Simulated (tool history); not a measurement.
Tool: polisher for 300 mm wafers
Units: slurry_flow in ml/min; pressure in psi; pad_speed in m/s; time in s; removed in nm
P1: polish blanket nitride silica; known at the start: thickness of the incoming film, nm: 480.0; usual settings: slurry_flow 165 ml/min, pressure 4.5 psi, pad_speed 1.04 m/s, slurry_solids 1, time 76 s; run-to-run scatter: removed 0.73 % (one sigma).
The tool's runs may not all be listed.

run 1 hour=17 | slurry_flow=165 pressure=4.5 pad_speed=1.04 slurry_solids=1 time=76 | removed=70.967
run 2 hour=31.1 | slurry_flow=165 pressure=4.5 pad_speed=1.04 slurry_solids=1 time=76 | removed=70.664
run 3 hour=48.5 | slurry_flow=100 pressure=4.5 pad_speed=1.04 slurry_solids=1 time=76 | removed=64.17
run 4 hour=63.8 | slurry_flow=165 pressure=2.4 pad_speed=1.04 slurry_solids=0.6 time=76 | removed=28.718
run 5 hour=72 | slurry_flow=165 pressure=7 pad_speed=1.04 slurry_solids=1 time=76 | removed=109.81
run 6 hour=88.4 | slurry_flow=165 pressure=4.5 pad_speed=1.04 slurry_solids=1 time=116 | removed=109.31
run 7 hour=102.4 | slurry_flow=165 pressure=4.5 pad_speed=1.04 slurry_solids=1 time=76 | removed=70.742
run 8 hour=120.8 | slurry_flow=235 pressure=4.5 pad_speed=1.04 slurry_solids=0.6 time=76 | removed=56.649
run 9 hour=138.4 | slurry_flow=165 pressure=4.5 pad_speed=1.04 slurry_solids=1 time=76 | removed=71.475
run 10 hour=152.7 | slurry_flow=165 pressure=4.5 pad_speed=0.64 slurry_solids=1 time=76 | removed=48.191
run 11 hour=162 | slurry_flow=165 pressure=4.5 pad_speed=1.04 slurry_solids=1.35 time=76 | removed=80.646
run 12 hour=179.8 | slurry_flow=260 pressure=4.5 pad_speed=1.04 slurry_solids=1 time=76 | removed=75.814
run 13 hour=188.1 | slurry_flow=165 pressure=4.5 pad_speed=1.58 slurry_solids=1 time=76 | removed=100.93
run 14 hour=200.2 | slurry_flow=165 pressure=2.3 pad_speed=1.04 slurry_solids=1 time=76 | removed=35.96
run 15 hour=211.9 | slurry_flow=225 pressure=4.5 pad_speed=0.66 slurry_solids=1 time=76 | removed=51.95
run 16 hour=222.7 | slurry_flow=165 pressure=4.5 pad_speed=1.04 slurry_solids=1 time=34 | removed=31.75
run 17 hour=233.1 | slurry_flow=165 pressure=4.5 pad_speed=1.04 slurry_solids=1 time=76 | removed=71.406
run 18 hour=249.7 | slurry_flow=165 pressure=4.5 pad_speed=1.04 slurry_solids=0.55 time=76 | removed=51.462
run 19 hour=263 | slurry_flow=165 pressure=4.5 pad_speed=1.04 slurry_solids=1 time=76 | removed=71.132
run 20 hour=275.4 | slurry_flow=165 pressure=4.5 pad_speed=1.04 slurry_solids=1 time=76 | removed=68.248
run 21 hour=288.2 | slurry_flow=165 pressure=4.5 pad_speed=1.04 slurry_solids=1 time=76 | removed=66.98
run 22 hour=303.3 | slurry_flow=165 pressure=4.5 pad_speed=1.04 slurry_solids=1 time=76 | removed=65.518
run 23 hour=313.2 | slurry_flow=165 pressure=4.5 pad_speed=1.04 slurry_solids=1 time=76 | removed=63.901
-- hour=318.4 head pressure recalibrated
-- hour=324.9 slurry nozzle cleaned
run 24 hour=331.7 | slurry_flow=165 pressure=4.5 pad_speed=1.04 slurry_solids=1 time=76 | removed=64.021
-- hour=333.7 conditioning disc replaced and pad reconditioned
run 25 hour=340.6 | slurry_flow=165 pressure=4.5 pad_speed=1.04 slurry_solids=1 time=76 | removed=63.59
run 26 hour=353.3 | slurry_flow=165 pressure=4.5 pad_speed=1.04 slurry_solids=1 time=76 | removed=63.611
run 27 hour=362.6 | slurry_flow=165 pressure=4.5 pad_speed=1.04 slurry_solids=1 time=76 | removed=63.75
run 28 hour=373.7 | slurry_flow=165 pressure=4.5 pad_speed=1.04 slurry_solids=1 time=76 | removed=63.589

The next listed run, before its measurement:
run 29 hour=383 | slurry_flow=165 pressure=4.5 pad_speed=1.04 slurry_solids=1 time=76 | removed=?

{"run 29": {"removed": 64.133}}

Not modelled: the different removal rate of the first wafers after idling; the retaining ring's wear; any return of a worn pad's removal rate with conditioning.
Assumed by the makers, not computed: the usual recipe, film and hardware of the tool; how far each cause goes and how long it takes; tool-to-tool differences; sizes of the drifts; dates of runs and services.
